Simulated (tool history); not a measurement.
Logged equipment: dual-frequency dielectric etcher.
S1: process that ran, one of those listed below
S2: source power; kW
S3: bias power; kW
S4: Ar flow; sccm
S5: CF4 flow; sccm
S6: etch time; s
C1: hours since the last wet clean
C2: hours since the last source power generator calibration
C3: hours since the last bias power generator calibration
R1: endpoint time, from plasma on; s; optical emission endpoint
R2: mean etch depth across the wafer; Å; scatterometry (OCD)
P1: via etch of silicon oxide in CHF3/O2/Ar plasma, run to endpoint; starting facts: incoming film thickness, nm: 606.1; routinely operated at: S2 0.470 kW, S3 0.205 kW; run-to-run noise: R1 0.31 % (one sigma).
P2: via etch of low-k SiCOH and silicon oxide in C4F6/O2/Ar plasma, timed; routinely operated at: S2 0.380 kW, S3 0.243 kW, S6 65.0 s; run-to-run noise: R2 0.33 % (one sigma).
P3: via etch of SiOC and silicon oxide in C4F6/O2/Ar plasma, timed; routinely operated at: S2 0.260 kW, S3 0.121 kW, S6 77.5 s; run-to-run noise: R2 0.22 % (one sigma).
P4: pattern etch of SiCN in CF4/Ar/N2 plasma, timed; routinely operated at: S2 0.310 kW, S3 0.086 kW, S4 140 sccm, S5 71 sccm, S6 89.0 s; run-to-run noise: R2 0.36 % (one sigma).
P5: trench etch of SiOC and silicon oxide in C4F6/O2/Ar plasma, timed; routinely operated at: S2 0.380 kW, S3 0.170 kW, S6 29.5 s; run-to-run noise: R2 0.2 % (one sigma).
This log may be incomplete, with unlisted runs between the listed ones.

run     day  S1     S2     S3   S4  S5    S6     C1     C2      C3      R1       R2
  1   0.242  P1  0.470  0.205                 242.4  561.7  1129.6  321.05
  2   0.517  P4  0.310  0.086  140  71  49.0  249.0  568.3  1136.2           312.26
  3   0.750  P4  0.310  0.055  140  71  89.0  254.6  573.9  1141.8           479.66
  4   1.125  P3  0.260  0.158           77.5  263.6  582.9  1150.8           725.31
  5   1.412  P5  0.380  0.128           29.5  270.5  589.8  1157.7           508.82
  6   1.821  P1  0.470  0.205                 280.3  599.6  1167.5  321.37
  7   2.221  P4  0.420  0.086  140  71  89.0  289.9  609.2  1177.1           734.81
  8   2.625  P1  0.470  0.124                 299.6  618.9  1186.8  379.66
  9   2.983  P2  0.250  0.243           65.0  308.2  627.5  1195.4          1598.30
 10   3.400  P1  0.570  0.205                 318.2  637.5  1205.4  300.80
 11   3.771  P3  0.260  0.121           77.5  327.1  646.4  1214.3           665.47
 12   4.183  P2  0.380  0.243           36.0  337.0  656.3  1224.2          1029.30
 13   4.396  P1  0.470  0.245                 342.1  661.4  1229.3  302.67
 14   4.617  P1  0.470  0.205                 347.4  666.7  1234.6  321.96
 15   4.896  P2  0.380  0.243           65.0  354.1  673.4  1241.3          1866.90
 16   5.183  P1  0.470  0.205                 361.0  680.3  1248.2  320.15
 17   5.446  P3  0.260  0.121           77.5  367.3  686.6  1254.5           664.92
 18   5.758  P4  0.310  0.086   82  71  89.0  374.8  694.1  1262.0           612.67
 19   6.029  P5  0.380  0.170           19.0  381.3  700.6  1268.5           356.67
 20   6.421  P1  0.310  0.205                 390.7  710.0  1277.9  377.73
 21   6.871  P1  0.640  0.284                 401.5  720.8  1288.7  255.52
      7.071  -- bias power generator calibrated
 22   7.233  P3  0.260  0.121           59.0  410.2  729.5     3.9           507.89
 23   7.475  P5  0.380  0.170           29.5  416.0  735.3     9.7           553.27
 24   7.833  P3  0.170  0.121           77.5  424.6  743.9    18.3           562.69
 25   8.171  P1  0.470  0.205                 432.7  752.0    26.4  320.18
 26   8.512  P4  0.310  0.086  140  90  89.0  440.9  760.2    34.6           583.14
 27   8.917  P2  0.380  0.289           65.0  450.6  769.9    44.3          1983.70
 28   9.283  P4  0.310  0.086  140  71  89.0  459.4  778.7    53.1           563.85
 29   9.500  P1  0.470  0.205                 464.6  783.9    58.3  321.93
 30   9.779  P1  0.330  0.156                 471.3  790.6    65.0  401.95
 31  10.150  P5  0.230  0.170           29.5  480.2  799.5    73.9           452.63
 32  10.442  P1  0.470  0.205                 487.2  806.5    80.9  320.48
 33  10.812  P1  0.470  0.205                 496.1  815.4    89.8  324.41
 34  11.071  P1  0.470  0.205                 502.3  821.6    96.0  322.42
 35  11.333  P1  0.470  0.205                 508.6  827.9   102.3  326.33
 36  11.638  P1  0.470  0.205                 515.9  835.2   109.6  325.26
     11.892  -- wet clean of the chamber
 37  11.925  P1  0.470  0.205                   0.8  842.1   116.5  325.10
 38  12.238  P1  0.470  0.205                   8.3  849.6   124.0  325.77
 39  12.729  P1  0.470  0.205                  20.1  861.4   135.8  327.12
 40  13.146  P1  0.470  0.205                  30.1  871.4   145.8  326.20
 41  13.621  P1  0.470  0.205                  41.5  882.8   157.2  324.94
 42  14.067  P1  0.470  0.205                  52.2  893.5   167.9  327.24

What P1 gives has crept off from where it sat before. The 2 causes that follow fit the log equally well, each at the size noted:
A: bias power that arrives under what is set, % = 4.63
B: source power that arrives under what is set, % = 4.28
The gradual shift began around day 10.442.
The rest of the possible causes, and what rules out each one:
chamber walls in a state that lowers the etch rate, %: work on it at day 11.892, done after the drift set in, did not restore what the process gave before

Below are 4 check runs, each averaged over 2 wafers, with their results shown as question marks. Which of them would give clearly different results depending on which cause is behind the drift?
check 1  14.512  P4  0.310  0.057  94  71  89.0                   ?
check 2  14.512  P2  0.260  0.243          43.5                   ?
check 3  14.512  P5  0.380  0.138          29.5                   ?
check 4  14.512  P3  0.180  0.121          64.5                   ?

Expected result of each check under each candidate cause:
  check  result     if A     if B
check 1      R2   508.82   497.37
check 2      R2  1060.30  1060.00
check 3      R2   511.21   509.58
check 4      R2   472.96   471.89
Gap, in per cent, between the two causes that each check separates least, read from the result that separates them most: check 1 2.28 %; check 2 0.03 %; check 3 0.32 %; check 4 0.23 %
The causes can be told apart only by check 1. The other checks would give nearly the same results under each of them.

Then check 1 was run and gave: R2 509.04 Å. Which cause is it?

A is the cause: bias power that arrives under what is set, %.

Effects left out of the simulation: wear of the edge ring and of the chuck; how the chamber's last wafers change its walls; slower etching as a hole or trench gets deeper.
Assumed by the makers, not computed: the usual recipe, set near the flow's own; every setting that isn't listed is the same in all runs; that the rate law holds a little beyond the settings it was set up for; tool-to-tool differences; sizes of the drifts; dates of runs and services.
